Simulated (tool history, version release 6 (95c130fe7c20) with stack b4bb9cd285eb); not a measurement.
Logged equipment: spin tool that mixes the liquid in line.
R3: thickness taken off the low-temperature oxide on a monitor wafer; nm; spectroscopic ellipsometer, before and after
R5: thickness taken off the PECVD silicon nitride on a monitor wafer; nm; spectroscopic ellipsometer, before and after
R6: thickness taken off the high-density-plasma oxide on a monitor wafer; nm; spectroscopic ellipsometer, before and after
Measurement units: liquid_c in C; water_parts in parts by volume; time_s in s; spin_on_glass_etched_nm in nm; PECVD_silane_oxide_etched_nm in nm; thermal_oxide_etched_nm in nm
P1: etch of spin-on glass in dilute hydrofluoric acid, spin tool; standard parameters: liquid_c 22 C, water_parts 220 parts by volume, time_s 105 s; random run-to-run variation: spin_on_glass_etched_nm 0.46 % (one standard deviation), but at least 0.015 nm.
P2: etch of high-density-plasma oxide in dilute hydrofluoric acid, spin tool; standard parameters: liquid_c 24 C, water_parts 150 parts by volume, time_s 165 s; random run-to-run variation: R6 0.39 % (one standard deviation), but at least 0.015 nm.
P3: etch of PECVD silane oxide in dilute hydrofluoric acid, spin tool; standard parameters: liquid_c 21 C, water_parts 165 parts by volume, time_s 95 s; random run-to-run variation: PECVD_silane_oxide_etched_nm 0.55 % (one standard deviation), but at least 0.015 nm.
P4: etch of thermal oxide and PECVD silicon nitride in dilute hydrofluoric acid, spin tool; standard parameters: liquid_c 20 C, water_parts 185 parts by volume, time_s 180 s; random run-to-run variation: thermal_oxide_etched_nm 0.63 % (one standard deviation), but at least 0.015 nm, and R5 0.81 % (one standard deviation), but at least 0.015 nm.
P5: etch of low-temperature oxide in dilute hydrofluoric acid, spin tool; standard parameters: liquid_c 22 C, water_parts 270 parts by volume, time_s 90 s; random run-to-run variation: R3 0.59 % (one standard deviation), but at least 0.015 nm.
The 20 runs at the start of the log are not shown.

run 21 hour=272.2 | process=P5 liquid_c=22 water_parts=270 time_s=90 | R3=5.8309
run 22 hour=288.6 | process=P4 liquid_c=26 water_parts=185 time_s=180 | thermal_oxide_etched_nm=4.4995 R5=3.8372
run 23 hour=304 | process=P3 liquid_c=21 water_parts=165 time_s=45 | PECVD_silane_oxide_etched_nm=10.884
run 24 hour=322.3 | process=P1 liquid_c=28.5 water_parts=220 time_s=55 | spin_on_glass_etched_nm=9.9554
run 25 hour=338.1 | process=P2 liquid_c=24 water_parts=270 time_s=165 | R6=4.7808
run 26 hour=349.1 | process=P1 liquid_c=22 water_parts=45 time_s=105 | spin_on_glass_etched_nm=89.535
run 27 hour=367.1 | process=P1 liquid_c=22 water_parts=220 time_s=105 | spin_on_glass_etched_nm=14.89
run 28 hour=379.1 | process=P1 liquid_c=22 water_parts=220 time_s=15 | spin_on_glass_etched_nm=2.121
run 29 hour=388.8 | process=P2 liquid_c=24 water_parts=150 time_s=290 | R6=17.448
run 30 hour=397.6 | process=P4 liquid_c=20 water_parts=185 time_s=315 | thermal_oxide_etched_nm=6.2331 R5=4.5694
run 31 hour=411.7 | process=P1 liquid_c=22 water_parts=220 time_s=105 | spin_on_glass_etched_nm=14.941

Predict the results of run 32:
run 32 hour=421.5 | process=P1 liquid_c=22 water_parts=220 time_s=105 | spin_on_glass_etched_nm=?

Run 32 gave spin_on_glass_etched_nm 15.127 nm.

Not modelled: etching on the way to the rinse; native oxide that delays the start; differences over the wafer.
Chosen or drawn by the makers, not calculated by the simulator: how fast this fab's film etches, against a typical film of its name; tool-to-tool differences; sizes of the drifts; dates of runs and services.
